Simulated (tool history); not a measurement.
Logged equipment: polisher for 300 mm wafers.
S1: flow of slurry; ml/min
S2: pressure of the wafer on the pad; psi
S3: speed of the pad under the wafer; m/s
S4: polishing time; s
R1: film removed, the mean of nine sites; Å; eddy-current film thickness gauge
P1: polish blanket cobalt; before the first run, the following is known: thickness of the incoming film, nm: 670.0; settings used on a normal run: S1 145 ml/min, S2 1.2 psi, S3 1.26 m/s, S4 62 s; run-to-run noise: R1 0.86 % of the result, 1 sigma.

run,hour,S1,S2,S3,S4,R1
1,6.9,145,1.2,1.26,62,2364.4
2,12.3,145,1.2,1.9,62,3567.1
3,16.8,145,1.2,1.26,62,2352.2
4,24.7,145,1.7,1.26,62,3327.8
5,31.1,145,1.2,1.26,42,1564.7
6,36.3,145,1.2,1.26,62,2332.3
7,41.4,145,1.2,1.26,62,2374.3
8,47.4,145,1.2,1.26,62,2342.6
9,55.2,145,1.7,1.26,46,2445.9
10,60.6,200,1.2,1.26,62,2451.4
11,66.3,145,1.2,1.26,62,2367.8
12,71.9,85,1.2,1.26,62,2062.9
13,79.4,145,0.6,1.26,62,1171.5
14,86,145,1.2,0.56,62,1030.4
15,92.9,145,1.2,1.26,98,3680.7
16,99,145,1.2,1.26,62,2363.6
17,107.3,145,1.2,1.26,62,2346.5
18,111.4,145,1.2,1.26,62,2334.5
19,117.8,145,1.2,1.26,62,2291.4
20,126.2,145,1.2,1.26,62,2233.3
21,133.4,145,1.2,1.26,62,2198
22,139.1,145,1.2,1.26,62,2199.7
# hour 142.6: worn pad replaced by a new one
23,146.6,145,1.2,1.26,62,2201.4
24,153.5,145,1.2,1.26,62,2179.4
25,158.4,145,1.2,1.26,62,2190.3
26,163.9,145,1.2,1.26,62,2212.9

The log shows P1 creeping away from where it was. Any of the 2 causes listed here, at the size stated for it, fits the log just as well as the others:
A: head's pressure below its setpoint, % = 6.75
B: slurry flow missing at the pad, % = 28.6
The creep began at about hour 107.3.
The rest of the possible causes, and what rules out each one:
removal rate lost through wear of the pad, %: maintenance at hour 142.6, after the shift began, did not return the process to its former output

The list below offers 4 check runs, each averaging the results of 3 wafers, and shows each result as a question mark. For which of them would the listed causes give clearly different results?
check 1,169.4,145,0.6,1.26,94,?
check 2,169.4,145,1.2,0.9,62,?
check 3,169.4,85,1.2,1.88,62,?
check 4,169.4,145,1.2,0.74,90,?

If the cause were each of the candidates in turn, the checks would give the following:
check,result,if A,if B
check 1,R1,1656.1,1655.9
check 2,R1,1560.4,1560.3
check 3,R1,2885.7,2768.3
check 4,R1,1862.5,1862.3
How far apart the two closest causes lie, in the result that separates them most: check 1 0.01 %; check 2 0.01 %; check 3 4.15 %; check 4 0.01 %
Only check 3 tells the causes apart: in the others they would give nearly the same result.

Running check 3 produced the following: R1 2787.1 Å. Which one of the listed causes fits?

B is the cause: slurry flow missing at the pad, %.
